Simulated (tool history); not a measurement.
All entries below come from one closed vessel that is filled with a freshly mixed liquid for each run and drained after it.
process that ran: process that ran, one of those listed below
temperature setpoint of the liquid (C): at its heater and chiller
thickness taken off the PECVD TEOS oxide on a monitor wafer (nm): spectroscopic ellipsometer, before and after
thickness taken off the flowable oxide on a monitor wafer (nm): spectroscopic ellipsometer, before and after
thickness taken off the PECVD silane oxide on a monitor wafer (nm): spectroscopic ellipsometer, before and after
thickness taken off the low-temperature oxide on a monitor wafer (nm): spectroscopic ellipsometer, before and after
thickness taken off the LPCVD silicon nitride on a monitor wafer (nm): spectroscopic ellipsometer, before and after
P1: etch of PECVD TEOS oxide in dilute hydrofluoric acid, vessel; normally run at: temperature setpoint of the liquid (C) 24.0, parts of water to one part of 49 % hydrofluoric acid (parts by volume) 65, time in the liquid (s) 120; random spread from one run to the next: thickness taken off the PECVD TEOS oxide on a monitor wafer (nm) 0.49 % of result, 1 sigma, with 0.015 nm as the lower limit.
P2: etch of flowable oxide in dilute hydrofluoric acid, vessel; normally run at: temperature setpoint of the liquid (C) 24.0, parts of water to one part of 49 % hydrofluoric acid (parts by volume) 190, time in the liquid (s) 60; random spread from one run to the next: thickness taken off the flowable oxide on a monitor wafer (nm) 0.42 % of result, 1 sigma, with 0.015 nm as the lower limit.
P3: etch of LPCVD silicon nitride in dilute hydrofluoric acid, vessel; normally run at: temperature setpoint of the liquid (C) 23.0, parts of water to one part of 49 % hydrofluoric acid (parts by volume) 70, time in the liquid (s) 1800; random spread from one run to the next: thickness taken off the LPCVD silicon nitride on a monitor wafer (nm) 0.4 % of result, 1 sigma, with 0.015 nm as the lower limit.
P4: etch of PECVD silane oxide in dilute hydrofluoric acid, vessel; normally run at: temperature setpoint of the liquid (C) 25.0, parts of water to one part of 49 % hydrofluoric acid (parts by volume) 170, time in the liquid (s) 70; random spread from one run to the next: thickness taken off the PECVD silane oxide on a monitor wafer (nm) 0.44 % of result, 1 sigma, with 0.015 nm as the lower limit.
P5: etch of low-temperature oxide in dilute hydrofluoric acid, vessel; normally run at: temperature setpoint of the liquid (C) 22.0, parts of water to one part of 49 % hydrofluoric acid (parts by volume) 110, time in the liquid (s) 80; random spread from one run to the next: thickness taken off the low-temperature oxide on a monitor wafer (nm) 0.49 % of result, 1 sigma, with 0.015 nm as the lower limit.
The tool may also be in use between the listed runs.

run	hour	process that ran	temperature setpoint of the liquid (C)	parts of water to one part of 49 % hydrofluoric acid (parts by volume)	time in the liquid (s)	thickness taken off the PECVD TEOS oxide on a monitor wafer (nm)	thickness taken off the flowable oxide on a monitor wafer (nm)	thickness taken off the PECVD silane oxide on a monitor wafer (nm)	thickness taken off the low-temperature oxide on a monitor wafer (nm)	thickness taken off the LPCVD silicon nitride on a monitor wafer (nm)
1	6.5	P1	24.0	65	120	16.6140				
2	11.5	P1	24.0	20	120	57.6760				
3	18.2	P1	24.0	65	120	16.6480				
4	21.7	P2	24.0	190	95		18.5590			
5	25.1	P1	24.0	115	120	8.7731				
6	29.1	P1	19.0	65	175	19.7580				
7	35.2	P1	20.0	65	120	14.1420				
8	39.6	P4	25.0	30	70			44.5390		
9	46.7	P4	25.0	170	35			3.2709		
10	53.4	P2	24.0	345	60		5.5641			
11	57.4	P1	24.0	30	40	12.5000				
12	61.4	P5	22.0	25	80				113.100	
13	67.3	P1	24.0	65	120	16.5910				
14	71.1	P1	28.0	65	120	19.4970				
15	77.6	P5	17.0	110	80				18.817	
16	83.8	P3	23.0	70	1800					10.784
17	90.4	P1	24.0	65	120	16.6800				
18	96.4	P3	23.0	30	1800					24.778
19	102.4	P1	31.0	20	120	76.4470				
20	106.1	P4	20.0	170	70			5.4330		
21	110.1	P2	24.0	190	60		11.8470			
22	114.4	P2	24.0	190	60		11.7380			
23	120.0	P1	24.0	65	35	4.8489				
24	125.7	P1	24.0	65	120	16.7020				
25	132.6	P3	27.5	70	1800					14.534
26	136.1	P4	25.0	170	70			6.6286		
27	140.4	P2	17.0	190	60		8.9714			
28	145.6	P5	22.0	110	140				40.371	
29	151.1	P1	24.0	65	120	16.6500				
30	157.6	P3	23.0	70	3135					18.927
31	162.9	P1	24.0	65	210	29.0700				
32	165.9	P5	22.0	110	80				23.114	
33	170.2	P1	24.0	65	120	16.5850				
34	175.6	P1	24.0	65	120	17.0320				

What will run 35 give?
35	181.4	P1	24.0	65	120	?				

{"run 35": {"thickness taken off the PECVD TEOS oxide on a monitor wafer (nm)": 17.319}}

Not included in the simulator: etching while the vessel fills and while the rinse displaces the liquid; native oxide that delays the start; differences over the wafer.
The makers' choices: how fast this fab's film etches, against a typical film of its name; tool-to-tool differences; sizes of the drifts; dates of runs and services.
